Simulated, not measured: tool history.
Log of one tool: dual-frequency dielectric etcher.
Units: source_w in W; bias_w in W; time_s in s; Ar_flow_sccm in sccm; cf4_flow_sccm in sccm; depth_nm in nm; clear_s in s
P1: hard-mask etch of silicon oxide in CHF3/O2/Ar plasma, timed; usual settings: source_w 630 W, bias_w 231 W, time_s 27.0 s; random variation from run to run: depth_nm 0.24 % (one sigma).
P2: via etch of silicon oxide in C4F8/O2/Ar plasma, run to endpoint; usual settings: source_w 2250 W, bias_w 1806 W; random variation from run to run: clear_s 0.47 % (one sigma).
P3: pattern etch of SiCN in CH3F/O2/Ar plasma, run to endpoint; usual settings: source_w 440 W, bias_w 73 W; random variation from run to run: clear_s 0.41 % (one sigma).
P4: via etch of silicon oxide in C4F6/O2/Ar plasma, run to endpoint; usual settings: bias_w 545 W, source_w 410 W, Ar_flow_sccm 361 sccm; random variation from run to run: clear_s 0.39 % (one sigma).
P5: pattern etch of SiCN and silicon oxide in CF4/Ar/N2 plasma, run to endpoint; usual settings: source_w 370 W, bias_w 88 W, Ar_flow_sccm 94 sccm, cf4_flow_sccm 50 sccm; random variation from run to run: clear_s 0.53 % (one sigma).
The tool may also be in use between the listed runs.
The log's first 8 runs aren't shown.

| run | day | process | source_w | bias_w | time_s | Ar_flow_sccm | cf4_flow_sccm | hours since the last wet clean | hours since the last source power generator calibration | hours since the last bias power generator calibration | depth_nm | clear_s |
|---|---|---|---|---|---|---|---|---|---|---|---|---|
| 9 | 4.262 | P1 | 630 | 231 | 27.0 |  |  | 169.7 | 3798.8 | 1941.8 | 58.772 |  |
| 10 | 4.808 | P4 | 410 | 762 |  | 361 |  | 182.8 | 3811.9 | 1954.9 |  | 35.254 |
| 11 | 5.279 | P5 | 370 | 88 |  | 117 | 50 | 194.1 | 3823.2 | 1966.2 |  | 20.597 |
| 12 | 5.871 | P1 | 630 | 231 | 27.0 |  |  | 208.3 | 3837.4 | 1980.4 | 58.731 |  |
| 13 | 6.404 | P2 | 2250 | 1806 |  |  |  | 221.1 | 3850.2 | 1993.2 |  | 226.170 |
| 14 | 6.829 | P1 | 630 | 231 | 27.0 |  |  | 231.3 | 3860.4 | 2003.4 | 58.700 |  |
| 15 | 7.179 | P4 | 410 | 545 |  | 361 |  | 239.7 | 3868.8 | 2011.8 |  | 39.954 |
| 16 | 7.612 | P5 | 370 | 88 |  | 94 | 50 | 250.1 | 3879.2 | 2022.2 |  | 19.980 |
| 17 | 7.946 | P3 | 440 | 73 |  |  |  | 258.1 | 3887.2 | 2030.2 |  | 25.496 |
| 18 | 8.358 | P5 | 370 | 88 |  | 94 | 50 | 268.0 | 3897.1 | 2040.1 |  | 19.940 |
| 19 | 8.712 | P4 | 270 | 545 |  | 361 |  | 276.5 | 3905.6 | 2048.6 |  | 46.350 |
| 20 | 9.183 | P4 | 410 | 545 |  | 467 |  | 287.8 | 3916.9 | 2059.9 |  | 40.940 |
| 21 | 9.717 | P1 | 400 | 303 | 27.0 |  |  | 300.6 | 3929.7 | 2072.7 | 54.758 |  |
| 22 | 10.217 | P1 | 630 | 231 | 17.5 |  |  | 312.6 | 3941.7 | 2084.7 | 38.191 |  |
| 23 | 10.738 | P4 | 410 | 545 |  | 361 |  | 325.1 | 3954.2 | 2097.2 |  | 39.615 |
| 24 | 11.379 | P3 | 440 | 103 |  |  |  | 340.5 | 3969.6 | 2112.6 |  | 22.726 |
| 25 | 11.679 | P1 | 520 | 287 | 27.0 |  |  | 347.7 | 3976.8 | 2119.8 | 59.346 |  |
| 26 | 11.962 | P5 | 370 | 88 |  | 94 | 71 | 354.5 | 3983.6 | 2126.6 |  | 19.130 |
| 27 | 12.383 | P1 | 630 | 231 | 27.0 |  |  | 364.6 | 3993.7 | 2136.7 | 58.780 |  |
| 28 | 13.012 | P2 | 1750 | 1806 |  |  |  | 379.7 | 4008.8 | 2151.8 |  | 250.570 |
|  | 13.438 | wet clean of the chamber |
| 29 | 13.642 | P5 | 370 | 116 |  | 94 | 50 | 4.9 | 4023.9 | 2166.9 |  | 17.920 |
| 30 | 14.033 | P1 | 450 | 231 | 27.0 |  |  | 14.3 | 4033.3 | 2176.3 | 51.843 |  |

Forecast run 31:
| 31 | 14.321 | P2 | 2250 | 1262 |  |  |  | 21.2 | 4040.2 | 2183.2 |  | ? |

{"run 31": {"clear_s": 248.63}}
